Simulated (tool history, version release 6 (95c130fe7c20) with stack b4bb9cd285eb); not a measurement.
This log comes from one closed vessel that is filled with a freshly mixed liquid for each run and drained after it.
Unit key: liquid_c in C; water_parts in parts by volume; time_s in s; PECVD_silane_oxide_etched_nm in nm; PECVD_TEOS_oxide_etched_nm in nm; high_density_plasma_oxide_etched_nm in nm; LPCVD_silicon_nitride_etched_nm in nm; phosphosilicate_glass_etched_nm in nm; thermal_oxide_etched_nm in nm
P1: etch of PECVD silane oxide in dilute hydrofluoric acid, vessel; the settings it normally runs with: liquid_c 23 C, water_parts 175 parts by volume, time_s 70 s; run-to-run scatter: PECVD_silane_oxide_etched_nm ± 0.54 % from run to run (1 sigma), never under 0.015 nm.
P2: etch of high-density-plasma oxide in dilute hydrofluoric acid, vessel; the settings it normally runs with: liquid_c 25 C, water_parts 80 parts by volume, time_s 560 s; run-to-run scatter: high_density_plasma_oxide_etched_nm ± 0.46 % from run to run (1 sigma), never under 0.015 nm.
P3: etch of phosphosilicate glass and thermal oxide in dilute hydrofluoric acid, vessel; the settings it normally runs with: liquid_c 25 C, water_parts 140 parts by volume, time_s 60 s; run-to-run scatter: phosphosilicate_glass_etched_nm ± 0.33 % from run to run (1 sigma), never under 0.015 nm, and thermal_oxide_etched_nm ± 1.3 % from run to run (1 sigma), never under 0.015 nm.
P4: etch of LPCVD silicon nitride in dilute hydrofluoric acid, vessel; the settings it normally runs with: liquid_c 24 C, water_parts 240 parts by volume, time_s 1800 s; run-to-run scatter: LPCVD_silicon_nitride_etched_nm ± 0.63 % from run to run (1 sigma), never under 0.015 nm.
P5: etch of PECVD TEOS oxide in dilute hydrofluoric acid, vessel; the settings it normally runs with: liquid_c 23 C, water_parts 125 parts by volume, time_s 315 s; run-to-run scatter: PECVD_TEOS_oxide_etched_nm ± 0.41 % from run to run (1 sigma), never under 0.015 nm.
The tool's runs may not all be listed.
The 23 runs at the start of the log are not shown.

run   hour  process  liquid_c  water_parts  time_s  hours since the thermometer was replaced  hours since the hydrofluoric acid flow meter was replaced  PECVD_silane_oxide_etched_nm  PECVD_TEOS_oxide_etched_nm  high_density_plasma_oxide_etched_nm  LPCVD_silicon_nitride_etched_nm  phosphosilicate_glass_etched_nm  thermal_oxide_etched_nm
 24  239.2       P1        23          175      70                                     980.6                                                       55.9                        5.3003
 25    246       P2        25           80     835                                     987.4                                                       62.7                                                                                         57.479
 26    253       P2        25          130     560                                     994.4                                                       69.7                                                                                           22.5
 27    259       P1        23          175      70                                    1000.4                                                       75.7                        5.3046
 28  269.2       P4        24          240    1800                                    1010.6                                                       85.9                                                                                                                          4.0794
 29    279       P3        25          140      30                                    1020.4                                                       95.7                                                                                                                                                           39.847                   1.0379
 30  290.8       P1        23          175      70                                    1032.2                                                      107.5                        5.3747
 31  304.2       P1        23          175      70                                    1045.6                                                      120.9                        5.3327

Run 32 is up next; what results do you expect?
 32  311.6       P1        23          175      70                                      1053                                                      128.3                             ?

PECVD_silane_oxide_etched_nm: 5.5055 nm
